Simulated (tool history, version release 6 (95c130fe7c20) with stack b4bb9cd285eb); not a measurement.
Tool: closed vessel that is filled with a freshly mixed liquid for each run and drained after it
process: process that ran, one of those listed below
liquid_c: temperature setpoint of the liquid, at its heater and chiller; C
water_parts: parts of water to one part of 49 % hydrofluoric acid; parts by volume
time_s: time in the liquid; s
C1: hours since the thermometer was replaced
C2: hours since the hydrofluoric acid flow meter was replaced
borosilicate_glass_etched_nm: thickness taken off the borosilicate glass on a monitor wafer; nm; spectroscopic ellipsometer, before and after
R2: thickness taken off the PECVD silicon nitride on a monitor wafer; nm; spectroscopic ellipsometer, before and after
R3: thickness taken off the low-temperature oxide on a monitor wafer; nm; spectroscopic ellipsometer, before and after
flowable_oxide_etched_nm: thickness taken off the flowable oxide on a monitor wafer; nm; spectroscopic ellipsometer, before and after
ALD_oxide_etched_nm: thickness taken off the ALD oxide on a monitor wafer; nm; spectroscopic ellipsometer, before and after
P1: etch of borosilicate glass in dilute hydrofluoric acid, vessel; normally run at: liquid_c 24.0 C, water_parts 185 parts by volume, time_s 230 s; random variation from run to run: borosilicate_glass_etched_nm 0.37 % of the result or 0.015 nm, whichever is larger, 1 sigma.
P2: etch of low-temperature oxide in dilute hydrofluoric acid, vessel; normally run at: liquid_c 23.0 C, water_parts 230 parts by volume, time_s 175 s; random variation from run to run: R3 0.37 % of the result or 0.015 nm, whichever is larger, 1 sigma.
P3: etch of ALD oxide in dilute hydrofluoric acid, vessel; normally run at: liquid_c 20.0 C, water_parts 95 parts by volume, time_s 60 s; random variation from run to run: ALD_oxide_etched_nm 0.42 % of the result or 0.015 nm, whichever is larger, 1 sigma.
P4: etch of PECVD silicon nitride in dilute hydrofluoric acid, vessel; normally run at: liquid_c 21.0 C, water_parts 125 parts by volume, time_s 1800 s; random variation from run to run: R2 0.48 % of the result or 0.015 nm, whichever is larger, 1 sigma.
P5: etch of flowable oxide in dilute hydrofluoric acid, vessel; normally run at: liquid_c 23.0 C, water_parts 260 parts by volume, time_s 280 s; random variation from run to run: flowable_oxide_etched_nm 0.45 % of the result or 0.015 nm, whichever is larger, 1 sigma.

run 1 hour=4.2 | process=P1 liquid_c=24.0 water_parts=185 time_s=230 | C1=135.2 C2=348.4 | borosilicate_glass_etched_nm=25.137
run 2 hour=8.2 | process=P1 liquid_c=24.0 water_parts=185 time_s=420 | C1=139.2 C2=352.4 | borosilicate_glass_etched_nm=45.835
run 3 hour=13.1 | process=P4 liquid_c=21.0 water_parts=125 time_s=1800 | C1=144.1 C2=357.3 | R2=19.8850
run 4 hour=19.2 | process=P1 liquid_c=24.0 water_parts=185 time_s=230 | C1=150.2 C2=363.4 | borosilicate_glass_etched_nm=24.940
run 5 hour=24.0 | process=P1 liquid_c=24.0 water_parts=185 time_s=230 | C1=155.0 C2=368.2 | borosilicate_glass_etched_nm=25.212
run 6 hour=27.9 | process=P4 liquid_c=26.5 water_parts=125 time_s=1800 | C1=158.9 C2=372.1 | R2=28.3730
run 7 hour=31.1 | process=P2 liquid_c=23.0 water_parts=230 time_s=175 | C1=162.1 C2=375.3 | R3=6.4777
run 8 hour=34.8 | process=P2 liquid_c=23.0 water_parts=230 time_s=350 | C1=165.8 C2=379.0 | R3=12.9800
run 9 hour=40.4 | process=P1 liquid_c=29.5 water_parts=185 time_s=230 | C1=171.4 C2=384.6 | borosilicate_glass_etched_nm=30.598
run 10 hour=46.1 | process=P1 liquid_c=24.0 water_parts=315 time_s=230 | C1=177.1 C2=390.3 | borosilicate_glass_etched_nm=12.856
run 11 hour=51.8 | process=P4 liquid_c=21.0 water_parts=30 time_s=1800 | C1=182.8 C2=396.0 | R2=80.1990
run 12 hour=55.7 | process=P2 liquid_c=19.0 water_parts=230 time_s=175 | C1=186.7 C2=399.9 | R3=5.6149
run 13 hour=59.4 | process=P1 liquid_c=17.0 water_parts=275 time_s=230 | C1=190.4 C2=403.6 | borosilicate_glass_etched_nm=11.889
run 14 hour=64.8 | process=P5 liquid_c=23.0 water_parts=260 time_s=105 | C1=195.8 C2=409.0 | flowable_oxide_etched_nm=15.666
run 15 hour=68.2 | process=P2 liquid_c=23.0 water_parts=230 time_s=175 | C1=199.2 C2=412.4 | R3=6.4724
run 16 hour=73.3 | process=P1 liquid_c=24.0 water_parts=185 time_s=230 | C1=204.3 C2=417.5 | borosilicate_glass_etched_nm=25.006
run 17 hour=76.6 | process=P5 liquid_c=30.5 water_parts=260 time_s=280 | C1=207.6 C2=420.8 | flowable_oxide_etched_nm=53.300
run 18 hour=80.0 | process=P3 liquid_c=20.0 water_parts=160 time_s=60 | C1=211.0 C2=424.2 | ALD_oxide_etched_nm=9.5301
run 19 hour=86.0 | process=P5 liquid_c=23.0 water_parts=260 time_s=280 | C1=217.0 C2=430.2 | flowable_oxide_etched_nm=41.368
run 20 hour=90.9 | process=P3 liquid_c=20.0 water_parts=95 time_s=60 | C1=221.9 C2=435.1 | ALD_oxide_etched_nm=17.1030
run 21 hour=96.2 | process=P1 liquid_c=24.0 water_parts=185 time_s=95 | C1=227.2 C2=440.4 | borosilicate_glass_etched_nm=10.374
run 22 hour=99.8 | process=P5 liquid_c=23.0 water_parts=360 time_s=280 | C1=230.8 C2=444.0 | flowable_oxide_etched_nm=27.262
run 23 hour=102.8 | process=P3 liquid_c=20.0 water_parts=95 time_s=30 | C1=233.8 C2=447.0 | ALD_oxide_etched_nm=8.5645
run 24 hour=107.6 | process=P1 liquid_c=24.0 water_parts=185 time_s=230 | C1=238.6 C2=451.8 | borosilicate_glass_etched_nm=24.994
run 25 hour=113.5 | process=P1 liquid_c=24.0 water_parts=60 time_s=230 | C1=244.5 C2=457.7 | borosilicate_glass_etched_nm=89.437
run 26 hour=118.9 | process=P5 liquid_c=23.0 water_parts=260 time_s=280 | C1=249.9 C2=463.1 | flowable_oxide_etched_nm=41.556
run 27 hour=121.7 | process=P4 liquid_c=21.0 water_parts=125 time_s=270 | C1=252.7 C2=465.9 | R2=3.0021
run 28 hour=124.7 | process=P2 liquid_c=23.0 water_parts=400 time_s=175 | C1=255.7 C2=468.9 | R3=3.1902
run 29 hour=129.6 | process=P3 liquid_c=17.0 water_parts=95 time_s=60 | C1=260.6 C2=473.8 | ALD_oxide_etched_nm=15.1950

Forecast run 30:
run 30 hour=133.8 | process=P1 liquid_c=17.0 water_parts=185 time_s=230 | C1=264.8 C2=478.0 | borosilicate_glass_etched_nm=?

Run 30 gave borosilicate_glass_etched_nm 19.100 nm.
